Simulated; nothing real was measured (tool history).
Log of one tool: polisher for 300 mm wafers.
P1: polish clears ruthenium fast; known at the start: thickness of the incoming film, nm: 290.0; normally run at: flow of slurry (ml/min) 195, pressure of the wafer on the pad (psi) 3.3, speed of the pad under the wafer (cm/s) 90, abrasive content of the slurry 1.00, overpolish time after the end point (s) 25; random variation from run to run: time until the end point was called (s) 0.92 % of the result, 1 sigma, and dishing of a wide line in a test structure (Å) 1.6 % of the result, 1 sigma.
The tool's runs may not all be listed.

| run | hour | flow of slurry (ml/min) | pressure of the wafer on the pad (psi) | speed of the pad under the wafer (cm/s) | abrasive content of the slurry | overpolish time after the end point (s) | wafers polished on this pad | hours since the slurry nozzle was cleaned | hours since the head pressure was calibrated | hours since the slurry blender was calibrated | time until the end point was called (s) | dishing of a wide line in a test structure (Å) |
|---|---|---|---|---|---|---|---|---|---|---|---|---|
| 1 | 10.0 | 195 | 3.3 | 90 | 1.00 | 25 | 374 | 173.6 | 179.2 | 68.4 | 64.320 | 746.55 |
| 2 | 17.4 | 195 | 4.6 | 90 | 0.70 | 25 | 459 | 181.0 | 186.6 | 75.8 | 55.172 | 810.41 |
| 3 | 25.1 | 195 | 3.3 | 90 | 1.00 | 25 | 548 | 188.7 | 194.3 | 83.5 | 64.946 | 726.66 |
| 4 | 34.7 | 195 | 3.3 | 122 | 1.00 | 25 | 659 | 198.3 | 203.9 | 93.1 | 47.698 | 905.71 |
| 5 | 47.6 | 195 | 3.3 | 58 | 1.00 | 25 | 808 | 211.2 | 216.8 | 106.0 | 101.790 | 527.07 |
|  | 51.0 | head pressure recalibrated |
| 6 | 55.3 | 195 | 3.3 | 90 | 1.00 | 8 | 897 | 218.9 | 4.4 | 113.7 | 64.305 | 297.49 |
| 7 | 66.7 | 115 | 3.3 | 90 | 1.00 | 25 | 1029 | 230.3 | 15.8 | 125.1 | 71.702 | 695.53 |
| 8 | 79.5 | 195 | 3.3 | 90 | 1.00 | 25 | 1177 | 243.1 | 28.6 | 137.9 | 64.759 | 743.32 |
| 9 | 86.8 | 195 | 3.3 | 90 | 1.00 | 45 | 1261 | 250.4 | 35.9 | 145.2 | 64.326 | 1030.90 |
| 10 | 94.3 | 195 | 3.3 | 90 | 1.00 | 25 | 1348 | 257.9 | 43.4 | 152.7 | 63.668 | 718.79 |
| 11 | 107.1 | 195 | 4.5 | 90 | 1.00 | 25 | 1496 | 270.7 | 56.2 | 165.5 | 48.305 | 899.74 |
| 12 | 117.5 | 280 | 3.3 | 90 | 1.00 | 25 | 1616 | 281.1 | 66.6 | 175.9 | 60.700 | 748.26 |
| 13 | 127.8 | 195 | 3.3 | 90 | 0.75 | 25 | 1735 | 291.4 | 76.9 | 186.2 | 74.309 | 677.04 |
| 14 | 139.4 | 195 | 3.3 | 90 | 1.40 | 25 | 1869 | 303.0 | 88.5 | 197.8 | 56.610 | 784.19 |
| 15 | 146.5 | 195 | 1.5 | 90 | 1.00 | 25 | 1951 | 310.1 | 95.6 | 204.9 | 140.930 | 402.10 |
| 16 | 157.4 | 195 | 3.3 | 90 | 1.00 | 25 | 2077 | 321.0 | 106.5 | 215.8 | 65.774 | 729.43 |
| 17 | 168.1 | 195 | 3.3 | 90 | 1.00 | 25 | 2201 | 331.7 | 117.2 | 226.5 | 64.953 | 732.49 |
| 18 | 179.6 | 195 | 3.3 | 90 | 1.00 | 25 | 2334 | 343.2 | 128.7 | 238.0 | 67.446 | 703.82 |

The next listed run, before its measurement:
| 19 | 187.7 | 195 | 3.3 | 90 | 1.00 | 25 | 2428 | 351.3 | 136.8 | 246.1 | ? | ? |

{"run 19": {"time until the end point was called (s)": 68.549, "dishing of a wide line in a test structure (Å)": 704.53}}
